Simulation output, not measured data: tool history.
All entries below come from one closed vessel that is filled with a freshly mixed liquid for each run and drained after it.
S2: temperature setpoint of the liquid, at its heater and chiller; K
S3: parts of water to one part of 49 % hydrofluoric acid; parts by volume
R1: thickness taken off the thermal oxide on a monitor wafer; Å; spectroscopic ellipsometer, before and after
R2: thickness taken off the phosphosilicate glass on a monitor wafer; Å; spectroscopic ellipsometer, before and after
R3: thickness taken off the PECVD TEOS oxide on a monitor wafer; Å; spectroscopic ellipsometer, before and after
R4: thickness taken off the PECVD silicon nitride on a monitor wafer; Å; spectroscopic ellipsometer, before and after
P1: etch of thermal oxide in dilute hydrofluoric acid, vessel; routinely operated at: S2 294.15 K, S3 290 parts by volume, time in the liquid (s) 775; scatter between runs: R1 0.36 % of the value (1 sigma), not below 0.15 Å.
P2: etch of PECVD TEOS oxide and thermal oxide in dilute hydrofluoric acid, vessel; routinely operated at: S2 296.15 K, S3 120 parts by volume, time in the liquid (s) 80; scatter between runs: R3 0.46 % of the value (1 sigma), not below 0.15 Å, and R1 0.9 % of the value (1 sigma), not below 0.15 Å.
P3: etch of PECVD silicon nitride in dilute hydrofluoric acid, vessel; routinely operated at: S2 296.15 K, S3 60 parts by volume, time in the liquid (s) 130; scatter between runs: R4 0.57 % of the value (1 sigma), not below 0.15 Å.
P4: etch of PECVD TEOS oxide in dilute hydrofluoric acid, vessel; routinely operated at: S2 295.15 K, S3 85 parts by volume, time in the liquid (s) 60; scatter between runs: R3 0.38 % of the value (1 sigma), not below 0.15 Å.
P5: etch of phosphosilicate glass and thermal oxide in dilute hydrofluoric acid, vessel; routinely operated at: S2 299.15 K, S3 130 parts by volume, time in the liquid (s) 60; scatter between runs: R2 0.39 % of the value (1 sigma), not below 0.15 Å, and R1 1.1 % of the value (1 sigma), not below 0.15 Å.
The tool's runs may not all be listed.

Run 1, hour 5.1: process that ran P1, S2 294.15 K, S3 290 parts by volume, time in the liquid (s) 775. Result: R1 90.22 Å.
Run 2, hour 8.4: process that ran P1, S2 294.15 K, S3 290 parts by volume, time in the liquid (s) 1200. Result: R1 139.57 Å.
Run 3, hour 11.2: process that ran P5, S2 299.15 K, S3 130 parts by volume, time in the liquid (s) 60. Result: R1 23.424 Å, R2 445.51 Å.
Run 4, hour 16.5: process that ran P2, S2 296.15 K, S3 210 parts by volume, time in the liquid (s) 80. Result: R1 15.143 Å, R3 39.947 Å.
Run 5, hour 20.6: process that ran P1, S2 294.15 K, S3 130 parts by volume, time in the liquid (s) 775. Result: R1 235.16 Å.
Run 6, hour 25.4: process that ran P1, S2 294.15 K, S3 290 parts by volume, time in the liquid (s) 775. Result: R1 90.068 Å.
Run 7, hour 29.2: process that ran P4, S2 295.15 K, S3 85 parts by volume, time in the liquid (s) 60. Result: R3 115.56 Å.
Run 8, hour 33.3: process that ran P2, S2 296.15 K, S3 120 parts by volume, time in the liquid (s) 30. Result: R1 10.65 Å, R3 28.785 Å.
Run 9, hour 36.8: process that ran P4, S2 295.15 K, S3 85 parts by volume, time in the liquid (s) 110. Result: R3 212.56 Å.
At hour 37.7: hydrofluoric acid flow meter replaced.
Run 10, hour 40.8: process that ran P5, S2 299.15 K, S3 220 parts by volume, time in the liquid (s) 60. Result: R1 12.684 Å, R2 235.88 Å.
Run 11, hour 45.8: process that ran P1, S2 294.15 K, S3 290 parts by volume, time in the liquid (s) 215. Result: R1 24.695 Å.
Run 12, hour 51: process that ran P1, S2 294.15 K, S3 290 parts by volume, time in the liquid (s) 775. Result: R1 90.437 Å.
Run 13, hour 54.3: process that ran P1, S2 294.15 K, S3 290 parts by volume, time in the liquid (s) 775. Result: R1 89.774 Å.
Run 14, hour 58.6: process that ran P3, S2 296.15 K, S3 20 parts by volume, time in the liquid (s) 130. Result: R4 269.1 Å.
Run 15, hour 62.1: process that ran P1, S2 294.15 K, S3 290 parts by volume, time in the liquid (s) 775. Result: R1 90.55 Å.
Run 16, hour 66.2: process that ran P1, S2 294.15 K, S3 515 parts by volume, time in the liquid (s) 775. Result: R1 41.748 Å.
Run 17, hour 69.5: process that ran P2, S2 300.65 K, S3 120 parts by volume, time in the liquid (s) 80. Result: R1 34.623 Å, R3 91.274 Å.
Run 18, hour 74.9: process that ran P4, S2 295.15 K, S3 85 parts by volume, time in the liquid (s) 60. Result: R3 115.62 Å.
At hour 79.8: thermometer replaced.
Run 19, hour 80.1: process that ran P1, S2 301.15 K, S3 290 parts by volume, time in the liquid (s) 775. Result: R1 114.15 Å.
Run 20, hour 84: process that ran P5, S2 294.15 K, S3 130 parts by volume, time in the liquid (s) 60. Result: R1 19.962 Å, R2 366.22 Å.
Run 21, hour 87.6: process that ran P1, S2 290.15 K, S3 290 parts by volume, time in the liquid (s) 775. Result: R1 77.532 Å.
Run 22, hour 91.5: process that ran P3, S2 290.15 K, S3 60 parts by volume, time in the liquid (s) 130. Result: R4 61.074 Å.
Run 23, hour 93.9: process that ran P3, S2 296.15 K, S3 60 parts by volume, time in the liquid (s) 210. Result: R4 149.3 Å.
Run 24, hour 98.7: process that ran P4, S2 301.65 K, S3 85 parts by volume, time in the liquid (s) 60. Result: R3 150.9 Å.
Run 25, hour 102.6: process that ran P5, S2 299.15 K, S3 130 parts by volume, time in the liquid (s) 105. Result: R1 41.434 Å, R2 780.5 Å.
Run 26, hour 107.8: process that ran P1, S2 290.15 K, S3 290 parts by volume, time in the liquid (s) 345. Result: R1 33.967 Å.
Run 27, hour 112: process that ran P4, S2 295.15 K, S3 145 parts by volume, time in the liquid (s) 60. Result: R3 63.545 Å.
Run 28, hour 116.7: process that ran P2, S2 296.15 K, S3 120 parts by volume, time in the liquid (s) 80. Result: R1 29.031 Å, R3 77.338 Å.
Run 29, hour 119.5: process that ran P3, S2 296.15 K, S3 60 parts by volume, time in the liquid (s) 130. Result: R4 93.312 Å.
Run 30, hour 124.4: process that ran P5, S2 299.15 K, S3 130 parts by volume, time in the liquid (s) 60. Result: R1 24.268 Å, R2 442.03 Å.
Run 31, hour 126.9: process that ran P1, S2 294.15 K, S3 290 parts by volume, time in the liquid (s) 775. Result: R1 89.717 Å.
Run 32, hour 131.8: process that ran P1, S2 294.15 K, S3 290 parts by volume, time in the liquid (s) 775. Result: R1 89.63 Å.
Run 33, hour 136.3: process that ran P1, S2 294.15 K, S3 290 parts by volume, time in the liquid (s) 775. Result: R1 93.597 Å.
Run 34, hour 139.4: process that ran P1, S2 294.15 K, S3 290 parts by volume, time in the liquid (s) 775. Result: R1 95.243 Å.
Run 35, hour 142.5: process that ran P1, S2 294.15 K, S3 290 parts by volume, time in the liquid (s) 775. Result: R1 95.964 Å.
Run 36, hour 145.2: process that ran P1, S2 294.15 K, S3 290 parts by volume, time in the liquid (s) 775. Result: R1 96.262 Å.
Run 37, hour 148.3: process that ran P1, S2 294.15 K, S3 290 parts by volume, time in the liquid (s) 775. Result: R1 96.239 Å.
Run 38, hour 150.8: process that ran P1, S2 294.15 K, S3 290 parts by volume, time in the liquid (s) 775. Result: R1 96.745 Å.
Run 39, hour 155.5: process that ran P1, S2 294.15 K, S3 290 parts by volume, time in the liquid (s) 775. Result: R1 96.664 Å.
Run 40, hour 159.3: process that ran P1, S2 294.15 K, S3 290 parts by volume, time in the liquid (s) 775. Result: R1 96.626 Å.

P1 no longer gives what it gave before; its output has crept away from where it was. The following 2 causes, each at its listed size, fit the log equally well:
A: liquid hotter than its thermometer reads (K) = 2.09
B: hydrofluoric acid flow above the setpoint (%) = 6.1
At approximately hour 131.8, the process output began to creep.

Of the 4 check runs listed below, each run on one wafer and each result written as a question mark, which would let you distinguish the listed causes because they would give clearly different results?
Run check 1, hour 163.1: process that ran P2, S2 299.65 K, S3 120 parts by volume, time in the liquid (s) 80. Result: R1 ?, R3 ?.
Run check 2, hour 163.1: process that ran P5, S2 299.15 K, S3 200 parts by volume, time in the liquid (s) 105. Result: R1 ?, R2 ?.
Run check 3, hour 163.1: process that ran P3, S2 290.15 K, S3 60 parts by volume, time in the liquid (s) 130. Result: R4 ?.
Run check 4, hour 163.1: process that ran P4, S2 300.15 K, S3 130 parts by volume, time in the liquid (s) 60. Result: R3 ?.

Outcome of each check run for each possible cause:
  check  result    if A    if B
check 1      R1  35.623  35.237
check 1      R3  95.522  94.487
check 2      R1  26.937  26.872
check 2      R2   501.9  500.68
check 3      R4  70.852  64.795
check 4      R3  94.379  93.511
Per-check spread between the two closest causes, in the result where they differ most: check 1 1.09 %; check 2 0.24 %; check 3 8.94 %; check 4 0.92 %
Check 3 distinguishes between the causes, while the remaining checks would return nearly the same result for all of them.

Check 3 was carried out, with these results: R4 64.572 Å. Which of the listed causes is responsible?

The correct cause is B, namely: hydrofluoric acid flow above the setpoint (%).

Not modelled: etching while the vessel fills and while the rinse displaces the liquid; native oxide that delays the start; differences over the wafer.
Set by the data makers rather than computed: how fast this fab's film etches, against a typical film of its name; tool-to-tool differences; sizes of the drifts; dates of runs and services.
